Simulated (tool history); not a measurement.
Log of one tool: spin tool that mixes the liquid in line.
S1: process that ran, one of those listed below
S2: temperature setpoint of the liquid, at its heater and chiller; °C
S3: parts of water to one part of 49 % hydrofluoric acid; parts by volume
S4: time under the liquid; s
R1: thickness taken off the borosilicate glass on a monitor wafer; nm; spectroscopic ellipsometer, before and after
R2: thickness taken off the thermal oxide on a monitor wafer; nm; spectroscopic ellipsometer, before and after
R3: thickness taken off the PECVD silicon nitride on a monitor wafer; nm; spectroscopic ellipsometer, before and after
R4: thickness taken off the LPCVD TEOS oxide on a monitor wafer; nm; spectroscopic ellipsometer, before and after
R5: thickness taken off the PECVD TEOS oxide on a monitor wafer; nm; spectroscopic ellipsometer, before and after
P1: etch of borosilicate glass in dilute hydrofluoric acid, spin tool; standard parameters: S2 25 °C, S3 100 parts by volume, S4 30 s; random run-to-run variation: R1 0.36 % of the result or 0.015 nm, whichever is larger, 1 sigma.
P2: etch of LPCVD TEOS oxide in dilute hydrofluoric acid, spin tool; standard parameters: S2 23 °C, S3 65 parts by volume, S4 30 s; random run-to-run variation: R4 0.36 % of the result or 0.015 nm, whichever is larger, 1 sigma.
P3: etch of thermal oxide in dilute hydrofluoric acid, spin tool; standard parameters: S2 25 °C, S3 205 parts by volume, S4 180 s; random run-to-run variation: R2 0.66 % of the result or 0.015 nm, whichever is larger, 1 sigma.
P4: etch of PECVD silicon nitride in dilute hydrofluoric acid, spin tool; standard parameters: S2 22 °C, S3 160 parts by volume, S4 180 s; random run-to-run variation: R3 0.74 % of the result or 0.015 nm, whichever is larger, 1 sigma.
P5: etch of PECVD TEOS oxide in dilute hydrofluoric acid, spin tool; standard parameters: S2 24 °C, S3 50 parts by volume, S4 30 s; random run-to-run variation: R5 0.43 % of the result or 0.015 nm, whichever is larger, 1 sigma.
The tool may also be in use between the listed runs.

| run | day | S1 | S2 | S3 | S4 | R1 | R2 | R3 | R4 | R5 |
|---|---|---|---|---|---|---|---|---|---|---|
| 1 | 0.529 | P1 | 25 | 100 | 30 | 10.479 |  |  |  |  |
| 2 | 1.129 | P3 | 25 | 60 | 180 |  | 15.321 |  |  |  |
| 3 | 1.688 | P1 | 25 | 145 | 30 | 6.8149 |  |  |  |  |
| 4 | 2.25 | P4 | 22 | 160 | 55 |  |  | 0.8897 |  |  |
| 5 | 2.671 | P1 | 25 | 20 | 30 | 58.361 |  |  |  |  |
| 6 | 3.088 | P1 | 25 | 100 | 50 | 17.488 |  |  |  |  |
| 7 | 3.417 | P1 | 33 | 100 | 30 | 14.279 |  |  |  |  |
| 8 | 4.083 | P1 | 18.5 | 100 | 30 | 8.0979 |  |  |  |  |
| 9 | 4.467 | P1 | 25 | 100 | 30 | 10.489 |  |  |  |  |
| 10 | 5.008 | P2 | 23 | 110 | 30 |  |  |  | 11.319 |  |
| 11 | 5.321 | P4 | 22 | 290 | 180 |  |  | 1.6543 |  |  |
| 12 | 5.842 | P3 | 32.5 | 205 | 180 |  | 4.8505 |  |  |  |
| 13 | 6.471 | P1 | 25 | 40 | 15 | 14.255 |  |  |  |  |
| 14 | 7.162 | P2 | 23 | 65 | 65 |  |  |  | 43.748 |  |
| 15 | 7.825 | P2 | 17 | 65 | 30 |  |  |  | 15.629 |  |
| 16 | 8.529 | P1 | 25 | 100 | 30 | 10.505 |  |  |  |  |
| 17 | 9.162 | P1 | 25 | 100 | 30 | 10.447 |  |  |  |  |
|  | 9.2 | thermometer replaced |
| 18 | 9.608 | P3 | 25 | 205 | 360 |  | 7.4639 |  |  |  |
| 19 | 10.042 | P1 | 25 | 100 | 15 | 5.2809 |  |  |  |  |
| 20 | 10.358 | P4 | 22 | 160 | 180 |  |  | 2.9292 |  |  |
| 21 | 10.771 | P5 | 24 | 85 | 30 |  |  |  |  | 6.484 |
| 22 | 11.133 | P1 | 25 | 100 | 30 | 10.558 |  |  |  |  |
| 23 | 11.721 | P2 | 23 | 65 | 30 |  |  |  | 20.104 |  |
| 24 | 12.388 | P3 | 25 | 205 | 180 |  | 3.7793 |  |  |  |
| 25 | 12.742 | P1 | 25 | 100 | 30 | 10.442 |  |  |  |  |

Expected results for the next run?
| 26 | 13.454 | P5 | 24 | 50 | 60 |  |  |  |  | ? |

R5: 23.057 nm
